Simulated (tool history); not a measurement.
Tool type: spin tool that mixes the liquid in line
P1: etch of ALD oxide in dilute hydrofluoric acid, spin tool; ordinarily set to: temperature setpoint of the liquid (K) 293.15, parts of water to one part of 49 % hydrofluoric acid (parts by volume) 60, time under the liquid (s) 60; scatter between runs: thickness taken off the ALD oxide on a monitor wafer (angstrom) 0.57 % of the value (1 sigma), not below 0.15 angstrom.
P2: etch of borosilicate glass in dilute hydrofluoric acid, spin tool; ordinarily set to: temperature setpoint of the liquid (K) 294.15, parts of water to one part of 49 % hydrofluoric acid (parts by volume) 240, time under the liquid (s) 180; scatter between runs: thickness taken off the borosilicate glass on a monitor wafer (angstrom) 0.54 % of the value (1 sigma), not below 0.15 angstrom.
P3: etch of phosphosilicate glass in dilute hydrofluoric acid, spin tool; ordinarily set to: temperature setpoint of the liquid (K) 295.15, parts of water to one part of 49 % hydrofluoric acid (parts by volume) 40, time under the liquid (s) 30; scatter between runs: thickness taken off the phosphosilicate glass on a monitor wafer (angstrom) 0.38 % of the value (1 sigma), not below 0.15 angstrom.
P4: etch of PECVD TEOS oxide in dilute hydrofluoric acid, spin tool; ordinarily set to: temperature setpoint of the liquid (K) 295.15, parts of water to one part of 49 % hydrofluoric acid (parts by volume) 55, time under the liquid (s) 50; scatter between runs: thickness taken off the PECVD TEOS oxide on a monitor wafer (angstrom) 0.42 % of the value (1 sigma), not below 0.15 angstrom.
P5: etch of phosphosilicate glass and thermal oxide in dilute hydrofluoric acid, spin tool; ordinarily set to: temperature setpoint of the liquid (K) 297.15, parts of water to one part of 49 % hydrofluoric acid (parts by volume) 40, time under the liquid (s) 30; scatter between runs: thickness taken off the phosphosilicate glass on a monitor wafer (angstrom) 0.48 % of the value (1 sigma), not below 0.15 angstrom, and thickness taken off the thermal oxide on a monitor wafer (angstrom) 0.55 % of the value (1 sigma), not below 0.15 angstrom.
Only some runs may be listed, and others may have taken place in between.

| run | hour | process that ran | temperature setpoint of the liquid (K) | parts of water to one part of 49 % hydrofluoric acid (parts by volume) | time under the liquid (s) | hours since the thermometer was replaced | hours since the hydrofluoric acid flow meter was replaced | thickness taken off the ALD oxide on a monitor wafer (angstrom) | thickness taken off the phosphosilicate glass on a monitor wafer (angstrom) | thickness taken off the thermal oxide on a monitor wafer (angstrom) | thickness taken off the borosilicate glass on a monitor wafer (angstrom) | thickness taken off the PECVD TEOS oxide on a monitor wafer (angstrom) |
|---|---|---|---|---|---|---|---|---|---|---|---|---|
| 1 | 9.1 | P1 | 293.15 | 60 | 60 | 965.3 | 313.4 | 86.130 |  |  |  |  |
| 2 | 21.8 | P3 | 295.15 | 60 | 30 | 978.0 | 326.1 |  | 964.15 |  |  |  |
| 3 | 31.0 | P5 | 297.15 | 40 | 30 | 987.2 | 335.3 |  | 499.66 | 35.462 |  |  |
| 4 | 40.2 | P1 | 293.15 | 60 | 60 | 996.4 | 344.5 | 87.064 |  |  |  |  |
|  | 47.4 | hydrofluoric acid flow meter replaced |
| 5 | 50.2 | P1 | 293.15 | 30 | 60 | 1006.4 | 2.8 | 179.710 |  |  |  |  |
| 6 | 61.1 | P3 | 303.15 | 40 | 30 | 1017.3 | 13.7 |  | 2045.20 |  |  |  |
| 7 | 73.8 | P1 | 290.15 | 60 | 60 | 1030.0 | 26.4 | 75.914 |  |  |  |  |
| 8 | 89.8 | P1 | 293.15 | 60 | 60 | 1046.0 | 42.4 | 86.905 |  |  |  |  |
| 9 | 100.8 | P1 | 293.15 | 60 | 60 | 1057.0 | 53.4 | 87.334 |  |  |  |  |
| 10 | 113.6 | P1 | 293.15 | 60 | 25 | 1069.8 | 66.2 | 36.068 |  |  |  |  |
| 11 | 122.5 | P2 | 294.15 | 240 | 15 | 1078.7 | 75.1 |  |  |  | 8.2048 |  |
| 12 | 136.5 | P5 | 297.15 | 25 | 30 | 1092.7 | 89.1 |  | 820.71 | 57.679 |  |  |
| 13 | 147.8 | P3 | 295.15 | 40 | 30 | 1104.0 | 100.4 |  | 1487.50 |  |  |  |
| 14 | 158.1 | P5 | 297.15 | 40 | 15 | 1114.3 | 110.7 |  | 248.59 | 17.940 |  |  |
| 15 | 170.3 | P2 | 294.15 | 240 | 180 | 1126.5 | 122.9 |  |  |  | 97.4680 |  |
| 16 | 180.9 | P4 | 290.15 | 55 | 50 | 1137.1 | 133.5 |  |  |  |  | 85.16 |
| 17 | 189.2 | P4 | 295.15 | 55 | 50 | 1145.4 | 141.8 |  |  |  |  | 106.67 |
| 18 | 201.7 | P5 | 297.15 | 40 | 30 | 1157.9 | 154.3 |  | 496.87 | 35.642 |  |  |
| 19 | 209.2 | P1 | 293.15 | 60 | 60 | 1165.4 | 161.8 | 87.431 |  |  |  |  |
| 20 | 221.9 | P2 | 294.15 | 355 | 180 | 1178.1 | 174.5 |  |  |  | 58.5560 |  |
| 21 | 234.5 | P3 | 295.15 | 40 | 15 | 1190.7 | 187.1 |  | 742.41 |  |  |  |
| 22 | 250.0 | P1 | 299.65 | 20 | 60 | 1206.2 | 202.6 | 361.590 |  |  |  |  |
| 23 | 262.3 | P1 | 293.15 | 60 | 60 | 1218.5 | 214.9 | 86.954 |  |  |  |  |
| 24 | 269.8 | P2 | 290.15 | 240 | 180 | 1226.0 | 222.4 |  |  |  | 83.7770 |  |
| 25 | 278.2 | P4 | 295.15 | 55 | 50 | 1234.4 | 230.8 |  |  |  |  | 106.65 |
|  | 287.1 | thermometer replaced |
| 26 | 294.0 | P1 | 299.15 | 60 | 60 | 7.0 | 246.6 | 110.590 |  |  |  |  |
| 27 | 304.9 | P3 | 295.15 | 40 | 30 | 17.9 | 257.5 |  | 1482.70 |  |  |  |
| 28 | 317.4 | P2 | 294.15 | 240 | 180 | 30.4 | 270.0 |  |  |  | 97.2310 |  |
| 29 | 326.6 | P1 | 293.15 | 60 | 105 | 39.6 | 279.2 | 152.010 |  |  |  |  |

Run 30 is up next; what results do you expect?
| 30 | 338.4 | P5 | 291.65 | 40 | 30 | 51.4 | 291.0 |  | ? | ? |  |  |

{"run 30": {"thickness taken off the phosphosilicate glass on a monitor wafer (angstrom)": 390.81, "thickness taken off the thermal oxide on a monitor wafer (angstrom)": 28.249}}
